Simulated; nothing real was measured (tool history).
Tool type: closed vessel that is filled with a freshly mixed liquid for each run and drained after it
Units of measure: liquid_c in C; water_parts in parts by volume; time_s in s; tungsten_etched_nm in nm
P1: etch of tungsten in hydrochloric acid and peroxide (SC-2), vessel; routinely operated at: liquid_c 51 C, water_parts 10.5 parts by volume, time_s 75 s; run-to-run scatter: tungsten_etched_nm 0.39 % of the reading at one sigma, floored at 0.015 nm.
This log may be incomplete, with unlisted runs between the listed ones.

run	hour	liquid_c	water_parts	time_s	tungsten_etched_nm
1	8	51	10.5	75	8.5707
2	15.8	51	10.5	75	8.4771
3	28.5	51	5.5	30	5.7047
4	43.9	51	10.5	75	8.5951
5	52.9	51	16.5	75	5.7841
6	65.6	51	10.5	75	8.5711
7	75.9	35	10.5	75	2.8057
8	90	51	10.5	75	8.5089
# hour 100.8: chemicals flow meter replaced
9	105.8	51	10.5	145	16.626
10	114.6	62	10.5	105	24.399
# hour 118.3: thermometer replaced
11	127.2	51	4	75	17.879
12	141.9	51	10.5	75	8.5428
13	152.3	66.5	10.5	75	22.717
14	169.3	51	10.5	35	4.002
15	178.2	51	6.5	30	5.0241
16	191.2	51	10.5	75	8.5424
17	202	51	10.5	75	8.7704
18	215.3	51	10.5	75	8.9521
19	223.7	51	10.5	75	9.0959
20	238.5	51	10.5	75	9.1501
21	253.4	51	10.5	75	9.2265
22	267.7	51	10.5	75	9.2334
23	281.2	51	10.5	75	9.3052

The output of P1 has drifted from where it used to be. Each of the 2 causes below, taken at the size shown beside it, accounts for the log equally well:
A: chemicals flow above the setpoint (%) = 9.71
B: liquid hotter than its thermometer reads (K) = 1.18
The creep began at about hour 191.2.
All other causes, with the reason each is excluded:
peroxide weaker than its label (%): at most 8, which would move tungsten_etched_nm by -7.4 %: too little, or the wrong way

Of the 4 check runs below, each run on 3 wafers with the results averaged and each result still a question mark, which one would tell the listed causes apart?
check 1	294.7	51	15	75	?
check 2	294.7	51	10.5	35	?
check 3	294.7	40	4.5	75	?
check 4	294.7	51	14	140	?

If the cause were each of the candidates in turn, the checks would give the following:
check	result	if A	if B
check 1	tungsten_etched_nm	6.816	6.7927
check 2	tungsten_etched_nm	4.3082	4.3111
check 3	tungsten_etched_nm	8.2319	8.4005
check 4	tungsten_etched_nm	13.508	13.472
Per check, the gap between the least separated pair of causes, taken in the result that splits them most: check 1 0.34 %; check 2 0.07 %; check 3 2.03 %; check 4 0.27 %
Check 3 is the one run that separates the causes; every other check would come out nearly the same whichever cause is at work.

Running check 3 produced the following: tungsten_etched_nm 8.4514 nm. Which one of the listed causes fits?

The cause is B: liquid hotter than its thermometer reads (K).
